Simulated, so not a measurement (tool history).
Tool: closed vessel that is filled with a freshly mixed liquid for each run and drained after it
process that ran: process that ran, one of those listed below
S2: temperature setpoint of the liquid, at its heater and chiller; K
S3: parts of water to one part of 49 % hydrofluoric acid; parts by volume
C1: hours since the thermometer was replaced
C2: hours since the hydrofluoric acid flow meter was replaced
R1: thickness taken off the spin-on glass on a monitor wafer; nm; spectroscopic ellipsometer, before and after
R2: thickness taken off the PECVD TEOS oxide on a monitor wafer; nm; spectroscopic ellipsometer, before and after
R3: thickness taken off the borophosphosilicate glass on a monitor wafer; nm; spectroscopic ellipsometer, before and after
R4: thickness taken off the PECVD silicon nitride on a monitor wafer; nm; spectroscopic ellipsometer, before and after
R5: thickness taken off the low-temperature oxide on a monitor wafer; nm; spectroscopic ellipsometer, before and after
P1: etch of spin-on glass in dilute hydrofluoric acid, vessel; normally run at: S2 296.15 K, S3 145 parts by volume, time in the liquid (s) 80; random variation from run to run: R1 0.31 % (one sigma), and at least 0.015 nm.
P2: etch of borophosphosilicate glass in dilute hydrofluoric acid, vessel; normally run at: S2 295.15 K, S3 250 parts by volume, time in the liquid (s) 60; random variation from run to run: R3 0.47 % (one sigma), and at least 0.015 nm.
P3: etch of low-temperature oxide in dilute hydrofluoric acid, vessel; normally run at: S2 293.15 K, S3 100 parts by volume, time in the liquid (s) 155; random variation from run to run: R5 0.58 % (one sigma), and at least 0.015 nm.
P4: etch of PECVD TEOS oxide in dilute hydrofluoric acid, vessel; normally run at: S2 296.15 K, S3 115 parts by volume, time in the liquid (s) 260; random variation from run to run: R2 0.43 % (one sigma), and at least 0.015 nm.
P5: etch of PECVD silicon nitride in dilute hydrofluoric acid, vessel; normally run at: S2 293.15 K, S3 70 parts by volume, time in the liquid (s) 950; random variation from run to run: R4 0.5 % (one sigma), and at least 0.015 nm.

run 1 hour=6 | process_that_ran=P1 S2=296.15 S3=145 time_in_the_liquid_(s)=80 | C1=430.4 C2=85.4 | R1=22.267
run 2 hour=9.4 | process_that_ran=P4 S2=296.15 S3=180 time_in_the_liquid_(s)=260 | C1=433.8 C2=88.8 | R2=11.629
run 3 hour=15.2 | process_that_ran=P1 S2=290.15 S3=145 time_in_the_liquid_(s)=125 | C1=439.6 C2=94.6 | R1=27.374
run 4 hour=19.8 | process_that_ran=P2 S2=295.15 S3=250 time_in_the_liquid_(s)=60 | C1=444.2 C2=99.2 | R3=5.7533
run 5 hour=24.9 | process_that_ran=P1 S2=296.15 S3=145 time_in_the_liquid_(s)=30 | C1=449.3 C2=104.3 | R1=8.3547
run 6 hour=28.4 | process_that_ran=P5 S2=293.15 S3=70 time_in_the_liquid_(s)=1555 | C1=452.8 C2=107.8 | R4=64.464
run 7 hour=33 | process_that_ran=P5 S2=290.15 S3=70 time_in_the_liquid_(s)=950 | C1=457.4 C2=112.4 | R4=31.666
run 8 hour=39.8 | process_that_ran=P1 S2=296.15 S3=75 time_in_the_liquid_(s)=80 | C1=464.2 C2=119.2 | R1=46.904
run 9 hour=43.6 | process_that_ran=P3 S2=293.15 S3=100 time_in_the_liquid_(s)=250 | C1=468 C2=123 | R5=30.102
run 10 hour=47.5 | process_that_ran=P1 S2=296.15 S3=145 time_in_the_liquid_(s)=135 | C1=471.9 C2=126.9 | R1=37.472
run 11 hour=50.6 | process_that_ran=P1 S2=296.15 S3=145 time_in_the_liquid_(s)=80 | C1=475 C2=130 | R1=22.162
run 12 hour=53.9 | process_that_ran=P5 S2=293.15 S3=70 time_in_the_liquid_(s)=950 | C1=478.3 C2=133.3 | R4=39.259
run 13 hour=60.7 | process_that_ran=P3 S2=290.15 S3=100 time_in_the_liquid_(s)=155 | C1=485.1 C2=140.1 | R5=16.483
run 14 hour=65.5 | process_that_ran=P4 S2=301.15 S3=115 time_in_the_liquid_(s)=260 | C1=489.9 C2=144.9 | R2=23.697
run 15 hour=70.2 | process_that_ran=P1 S2=296.15 S3=145 time_in_the_liquid_(s)=80 | C1=494.6 C2=149.6 | R1=22.262
run 16 hour=74.2 | process_that_ran=P4 S2=296.15 S3=115 time_in_the_liquid_(s)=260 | C1=498.6 C2=153.6 | R2=19.515
run 17 hour=77.5 | process_that_ran=P1 S2=290.15 S3=145 time_in_the_liquid_(s)=80 | C1=501.9 C2=156.9 | R1=17.509
run 18 hour=84 | process_that_ran=P2 S2=290.15 S3=250 time_in_the_liquid_(s)=60 | C1=508.4 C2=163.4 | R3=4.7406
run 19 hour=88 | process_that_ran=P3 S2=293.15 S3=40 time_in_the_liquid_(s)=155 | C1=512.4 C2=167.4 | R5=50.114
run 20 hour=92.2 | process_that_ran=P1 S2=296.15 S3=145 time_in_the_liquid_(s)=80 | C1=516.6 C2=171.6 | R1=22.31
run 21 hour=97.3 | process_that_ran=P5 S2=293.15 S3=120 time_in_the_liquid_(s)=950 | C1=521.7 C2=176.7 | R4=23.412
run 22 hour=100.8 | process_that_ran=P3 S2=293.15 S3=100 time_in_the_liquid_(s)=155 | C1=525.2 C2=180.2 | R5=18.645
run 23 hour=106.1 | process_that_ran=P2 S2=295.15 S3=250 time_in_the_liquid_(s)=115 | C1=530.5 C2=185.5 | R3=10.9
-- hour=108 hydrofluoric acid flow meter replaced
run 24 hour=111.2 | process_that_ran=P4 S2=296.15 S3=115 time_in_the_liquid_(s)=510 | C1=535.6 C2=3.2 | R2=38.3
run 25 hour=114.2 | process_that_ran=P1 S2=300.15 S3=145 time_in_the_liquid_(s)=80 | C1=538.6 C2=6.2 | R1=25.979
run 26 hour=118.1 | process_that_ran=P3 S2=293.15 S3=100 time_in_the_liquid_(s)=155 | C1=542.5 C2=10.1 | R5=18.788
run 27 hour=123.1 | process_that_ran=P1 S2=296.15 S3=145 time_in_the_liquid_(s)=80 | C1=547.5 C2=15.1 | R1=22.256
run 28 hour=129.6 | process_that_ran=P1 S2=296.15 S3=230 time_in_the_liquid_(s)=80 | C1=554 C2=21.6 | R1=12.788
run 29 hour=134.4 | process_that_ran=P2 S2=295.15 S3=250 time_in_the_liquid_(s)=60 | C1=558.8 C2=26.4 | R3=5.7072
run 30 hour=137.9 | process_that_ran=P2 S2=295.15 S3=105 time_in_the_liquid_(s)=60 | C1=562.3 C2=29.9 | R3=15.747
run 31 hour=142.9 | process_that_ran=P5 S2=293.15 S3=70 time_in_the_liquid_(s)=950 | C1=567.3 C2=34.9 | R4=39.249
run 32 hour=149.1 | process_that_ran=P4 S2=296.15 S3=115 time_in_the_liquid_(s)=260 | C1=573.5 C2=41.1 | R2=19.605
run 33 hour=154.8 | process_that_ran=P1 S2=296.15 S3=145 time_in_the_liquid_(s)=80 | C1=579.2 C2=46.8 | R1=22.281

Run 34 comes next. What will it give?
run 34 hour=159.1 | process_that_ran=P1 S2=296.15 S3=145 time_in_the_liquid_(s)=80 | C1=583.5 C2=51.1 | R1=?

Run 34 gave R1 22.193 nm.
